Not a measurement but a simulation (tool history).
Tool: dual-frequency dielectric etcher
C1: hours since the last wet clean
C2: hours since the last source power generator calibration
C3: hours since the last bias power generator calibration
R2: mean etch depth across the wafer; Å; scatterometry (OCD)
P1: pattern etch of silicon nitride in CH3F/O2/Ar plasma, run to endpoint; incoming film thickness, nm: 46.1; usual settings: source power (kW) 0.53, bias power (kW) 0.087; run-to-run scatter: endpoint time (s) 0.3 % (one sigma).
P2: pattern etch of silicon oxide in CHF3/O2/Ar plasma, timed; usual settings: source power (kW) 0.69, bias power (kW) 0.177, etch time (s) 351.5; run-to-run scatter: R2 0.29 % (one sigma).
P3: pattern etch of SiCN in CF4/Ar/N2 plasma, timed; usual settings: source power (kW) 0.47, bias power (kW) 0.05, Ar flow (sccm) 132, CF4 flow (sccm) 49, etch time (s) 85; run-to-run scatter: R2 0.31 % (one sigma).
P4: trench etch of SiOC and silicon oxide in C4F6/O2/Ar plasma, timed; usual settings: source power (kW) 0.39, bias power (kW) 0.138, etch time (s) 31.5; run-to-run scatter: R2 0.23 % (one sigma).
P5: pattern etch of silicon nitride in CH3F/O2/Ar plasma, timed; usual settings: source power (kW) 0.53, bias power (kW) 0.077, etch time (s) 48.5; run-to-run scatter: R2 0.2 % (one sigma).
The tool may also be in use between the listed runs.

Run 1, hour 6: process that ran P1, source power (kW) 0.53, bias power (kW) 0.087; C1 270.8; C2 601.2; C3 1280.5. Result: endpoint time (s) 56.941.
Run 2, hour 13.3: process that ran P3, source power (kW) 0.47, bias power (kW) 0.05, Ar flow (sccm) 132, CF4 flow (sccm) 38, etch time (s) 85; C1 278.1; C2 608.5; C3 1287.8. Result: R2 586.82 Å.
Run 3, hour 19: process that ran P1, source power (kW) 0.72, bias power (kW) 0.087; C1 283.8; C2 614.2; C3 1293.5. Result: endpoint time (s) 50.725.
Run 4, hour 24.4: process that ran P4, source power (kW) 0.39, bias power (kW) 0.138, etch time (s) 24.5; C1 289.2; C2 619.6; C3 1298.9. Result: R2 440.48 Å.
Run 5, hour 30.1: process that ran P1, source power (kW) 0.53, bias power (kW) 0.087; C1 294.9; C2 625.3; C3 1304.6. Result: endpoint time (s) 56.896.
Run 6, hour 35.8: process that ran P4, source power (kW) 0.39, bias power (kW) 0.138, etch time (s) 31.5; C1 300.6; C2 631; C3 1310.3. Result: R2 564.86 Å.
At hour 39.2: bias power generator calibrated.
Run 7, hour 43.9: process that ran P1, source power (kW) 0.32, bias power (kW) 0.087; C1 308.7; C2 639.1; C3 4.8. Result: endpoint time (s) 68.701.
Run 8, hour 48.8: process that ran P1, source power (kW) 0.53, bias power (kW) 0.114; C1 313.6; C2 644; C3 9.7. Result: endpoint time (s) 51.576.
Run 9, hour 57.4: process that ran P2, source power (kW) 0.69, bias power (kW) 0.177, etch time (s) 351.5; C1 322.2; C2 652.6; C3 18.3. Result: R2 7412.1 Å.
Run 10, hour 61.9: process that ran P2, source power (kW) 0.69, bias power (kW) 0.177, etch time (s) 351.5; C1 326.7; C2 657.1; C3 22.8. Result: R2 7411.7 Å.
Run 11, hour 68.4: process that ran P2, source power (kW) 0.55, bias power (kW) 0.177, etch time (s) 351.5; C1 333.2; C2 663.6; C3 29.3. Result: R2 6796.2 Å.
Run 12, hour 72.6: process that ran P5, source power (kW) 0.53, bias power (kW) 0.077, etch time (s) 48.5; C1 337.4; C2 667.8; C3 33.5. Result: R2 396.82 Å.
Run 13, hour 81.2: process that ran P4, source power (kW) 0.39, bias power (kW) 0.138, etch time (s) 31.5; C1 346; C2 676.4; C3 42.1. Result: R2 566.23 Å.
Run 14, hour 85.4: process that ran P4, source power (kW) 0.55, bias power (kW) 0.138, etch time (s) 31.5; C1 350.2; C2 680.6; C3 46.3. Result: R2 646.69 Å.
Run 15, hour 92.8: process that ran P4, source power (kW) 0.39, bias power (kW) 0.195, etch time (s) 31.5; C1 357.6; C2 688; C3 53.7. Result: R2 628.01 Å.
Run 16, hour 98.5: process that ran P1, source power (kW) 0.69, bias power (kW) 0.06; C1 363.3; C2 693.7; C3 59.4. Result: endpoint time (s) 58.512.
Run 17, hour 105: process that ran P3, source power (kW) 0.47, bias power (kW) 0.05, Ar flow (sccm) 132, CF4 flow (sccm) 49, etch time (s) 60.5; C1 369.8; C2 700.2; C3 65.9. Result: R2 441.38 Å.
Run 18, hour 109: process that ran P1, source power (kW) 0.53, bias power (kW) 0.087; C1 373.8; C2 704.2; C3 69.9. Result: endpoint time (s) 57.049.
Run 19, hour 113.9: process that ran P3, source power (kW) 0.47, bias power (kW) 0.069, Ar flow (sccm) 132, CF4 flow (sccm) 49, etch time (s) 85; C1 378.7; C2 709.1; C3 74.8. Result: R2 692.6 Å.
Run 20, hour 121: process that ran P3, source power (kW) 0.47, bias power (kW) 0.05, Ar flow (sccm) 132, CF4 flow (sccm) 49, etch time (s) 85; C1 385.8; C2 716.2; C3 81.9. Result: R2 617.62 Å.
Run 21, hour 127.2: process that ran P5, source power (kW) 0.53, bias power (kW) 0.077, etch time (s) 26.5; C1 392; C2 722.4; C3 88.1. Result: R2 216.31 Å.
Run 22, hour 134.8: process that ran P5, source power (kW) 0.53, bias power (kW) 0.094, etch time (s) 48.5; C1 399.6; C2 730; C3 95.7. Result: R2 422.25 Å.
Run 23, hour 139.5: process that ran P3, source power (kW) 0.47, bias power (kW) 0.05, Ar flow (sccm) 132, CF4 flow (sccm) 49, etch time (s) 85; C1 404.3; C2 734.7; C3 100.4. Result: R2 621.12 Å.
Run 24, hour 143.7: process that ran P2, source power (kW) 0.69, bias power (kW) 0.177, etch time (s) 221; C1 408.5; C2 738.9; C3 104.6. Result: R2 4690.1 Å.
Run 25, hour 151.1: process that ran P1, source power (kW) 0.53, bias power (kW) 0.061; C1 415.9; C2 746.3; C3 112. Result: endpoint time (s) 64.016.
Run 26, hour 159.6: process that ran P3, source power (kW) 0.38, bias power (kW) 0.05, Ar flow (sccm) 132, CF4 flow (sccm) 49, etch time (s) 85; C1 424.4; C2 754.8; C3 120.5. Result: R2 515.7 Å.
Run 27, hour 166.2: process that ran P2, source power (kW) 0.69, bias power (kW) 0.25, etch time (s) 351.5; C1 431; C2 761.4; C3 127.1. Result: R2 8304.4 Å.
Run 28, hour 172.7: process that ran P1, source power (kW) 0.53, bias power (kW) 0.087; C1 437.5; C2 767.9; C3 133.6. Result: endpoint time (s) 57.115.
Run 29, hour 180.9: process that ran P5, source power (kW) 0.53, bias power (kW) 0.077, etch time (s) 48.5; C1 445.7; C2 776.1; C3 141.8. Result: R2 394.77 Å.
Run 30, hour 188.3: process that ran P3, source power (kW) 0.47, bias power (kW) 0.05, Ar flow (sccm) 156, CF4 flow (sccm) 49, etch time (s) 85; C1 453.1; C2 783.5; C3 149.2. Result: R2 595.33 Å.
Run 31, hour 195.6: process that ran P1, source power (kW) 0.53, bias power (kW) 0.087; C1 460.4; C2 790.8; C3 156.5. Result: endpoint time (s) 57.056.
Run 32, hour 203: process that ran P5, source power (kW) 0.35, bias power (kW) 0.077, etch time (s) 48.5; C1 467.8; C2 798.2; C3 163.9. Result: R2 337.13 Å.
Run 33, hour 209.9: process that ran P1, source power (kW) 0.53, bias power (kW) 0.087; C1 474.7; C2 805.1; C3 170.8. Result: endpoint time (s) 57.146.
Run 34, hour 216.3: process that ran P1, source power (kW) 0.53, bias power (kW) 0.087; C1 481.1; C2 811.5; C3 177.2. Result: endpoint time (s) 56.694.
Run 35, hour 224: process that ran P1, source power (kW) 0.53, bias power (kW) 0.087; C1 488.8; C2 819.2; C3 184.9. Result: endpoint time (s) 56.574.
Run 36, hour 232.4: process that ran P1, source power (kW) 0.53, bias power (kW) 0.087; C1 497.2; C2 827.6; C3 193.3. Result: endpoint time (s) 56.401.
Run 37, hour 236.6: process that ran P1, source power (kW) 0.53, bias power (kW) 0.087; C1 501.4; C2 831.8; C3 197.5. Result: endpoint time (s) 56.632.
Run 38, hour 244.5: process that ran P1, source power (kW) 0.53, bias power (kW) 0.087; C1 509.3; C2 839.7; C3 205.4. Result: endpoint time (s) 56.528.
Run 39, hour 252.9: process that ran P1, source power (kW) 0.53, bias power (kW) 0.087; C1 517.7; C2 848.1; C3 213.8. Result: endpoint time (s) 56.481.
At hour 256.4: wet clean of the chamber.
Run 40, hour 258.6: process that ran P1, source power (kW) 0.53, bias power (kW) 0.087; C1 2.2; C2 853.8; C3 219.5. Result: endpoint time (s) 56.065.
Run 41, hour 264.2: process that ran P1, source power (kW) 0.53, bias power (kW) 0.087; C1 7.8; C2 859.4; C3 225.1. Result: endpoint time (s) 56.121.
Run 42, hour 271.5: process that ran P1, source power (kW) 0.53, bias power (kW) 0.087; C1 15.1; C2 866.7; C3 232.4. Result: endpoint time (s) 56.161.
Run 43, hour 278.3: process that ran P1, source power (kW) 0.53, bias power (kW) 0.087; C1 21.9; C2 873.5; C3 239.2. Result: endpoint time (s) 56.048.

What P1 gives has crept away from where it was. These 2 causes fit the log equally well, each at the size given:
A: bias power that arrives over what is set, % = 4.61
B: source power that arrives over what is set, % = 4.28
The creep began at about hour 209.9.
Why every other cause is out:
chamber walls in a state that raises the etch rate, %: serviced at hour 256.4, which brought nothing back

4 check runs are offered, each on 2 wafers whose results are averaged, their results left as question marks. Which one tells the causes apart?
Run check 1, hour 285.1: process that ran P4, source power (kW) 0.39, bias power (kW) 0.138, etch time (s) 31.5. Result: R2 ?.
Run check 2, hour 285.1: process that ran P2, source power (kW) 0.69, bias power (kW) 0.177, etch time (s) 351.5. Result: R2 ?.
Run check 3, hour 285.1: process that ran P5, source power (kW) 0.53, bias power (kW) 0.077, etch time (s) 48.5. Result: R2 ?.
Run check 4, hour 285.1: process that ran P3, source power (kW) 0.47, bias power (kW) 0.05, Ar flow (sccm) 132, CF4 flow (sccm) 49, etch time (s) 85. Result: R2 ?.

What each check would give under each cause:
  check  result    if A    if B
check 1      R2  573.11  574.86
check 2      R2  7536.8    7545
check 3      R2  401.51  401.72
check 4      R2  628.33  641.33
How far apart the two closest causes lie, in the result that separates them most: check 1 0.31 %; check 2 0.11 %; check 3 0.05 %; check 4 2.05 %
Check 4 tells the causes apart: in the others they would give nearly the same result.

Then check 4 was run and gave: R2 642.15 Å. Which cause is it?

It is B: source power that arrives over what is set, %.
